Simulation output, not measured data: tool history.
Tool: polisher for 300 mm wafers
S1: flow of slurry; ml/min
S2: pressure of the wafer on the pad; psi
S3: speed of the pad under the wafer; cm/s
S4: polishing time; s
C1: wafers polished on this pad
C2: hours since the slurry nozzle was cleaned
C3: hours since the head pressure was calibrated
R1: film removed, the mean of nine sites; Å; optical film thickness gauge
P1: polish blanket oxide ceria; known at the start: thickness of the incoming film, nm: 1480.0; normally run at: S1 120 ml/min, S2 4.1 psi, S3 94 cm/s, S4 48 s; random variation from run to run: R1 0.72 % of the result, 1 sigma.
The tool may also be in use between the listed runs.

run 1 hour=4.7 | S1=120 S2=4.1 S3=94 S4=48 | C1=389 C2=389.1 C3=235.0 | R1=2293.00
run 2 hour=9.6 | S1=120 S2=1.8 S3=94 S4=48 | C1=458 C2=394.0 C3=239.9 | R1=988.37
run 3 hour=14.5 | S1=120 S2=4.1 S3=94 S4=48 | C1=526 C2=398.9 C3=244.8 | R1=2279.20
run 4 hour=19.3 | S1=120 S2=5.5 S3=94 S4=48 | C1=593 C2=403.7 C3=249.6 | R1=3046.50
run 5 hour=24.8 | S1=120 S2=4.1 S3=94 S4=48 | C1=670 C2=409.2 C3=255.1 | R1=2281.10
run 6 hour=28.2 | S1=120 S2=4.1 S3=146 S4=48 | C1=718 C2=412.6 C3=258.5 | R1=3526.80
run 7 hour=32.1 | S1=120 S2=4.1 S3=94 S4=48 | C1=772 C2=416.5 C3=262.4 | R1=2294.10
run 8 hour=36.9 | S1=120 S2=4.1 S3=94 S4=28 | C1=839 C2=421.3 C3=267.2 | R1=1319.60
run 9 hour=40.9 | S1=180 S2=4.1 S3=94 S4=48 | C1=895 C2=425.3 C3=271.2 | R1=2459.10
run 10 hour=43.8 | S1=120 S2=4.1 S3=94 S4=72 | C1=935 C2=428.2 C3=274.1 | R1=3440.20
run 11 hour=48.6 | S1=80 S2=4.1 S3=94 S4=48 | C1=1003 C2=433.0 C3=278.9 | R1=2073.70
run 12 hour=51.7 | S1=120 S2=4.1 S3=94 S4=48 | C1=1046 C2=436.1 C3=282.0 | R1=2281.80
run 13 hour=54.9 | S1=180 S2=4.1 S3=94 S4=36 | C1=1091 C2=439.3 C3=285.2 | R1=1830.20
run 14 hour=58.8 | S1=120 S2=4.1 S3=64 S4=48 | C1=1145 C2=443.2 C3=289.1 | R1=1536.50
run 15 hour=62.9 | S1=120 S2=4.1 S3=94 S4=48 | C1=1202 C2=447.3 C3=293.2 | R1=2259.70

Forecast run 16:
run 16 hour=66.6 | S1=120 S2=4.1 S3=94 S4=48 | C1=1254 C2=451.0 C3=296.9 | R1=?

{"run 16": {"R1": 2258.2}}
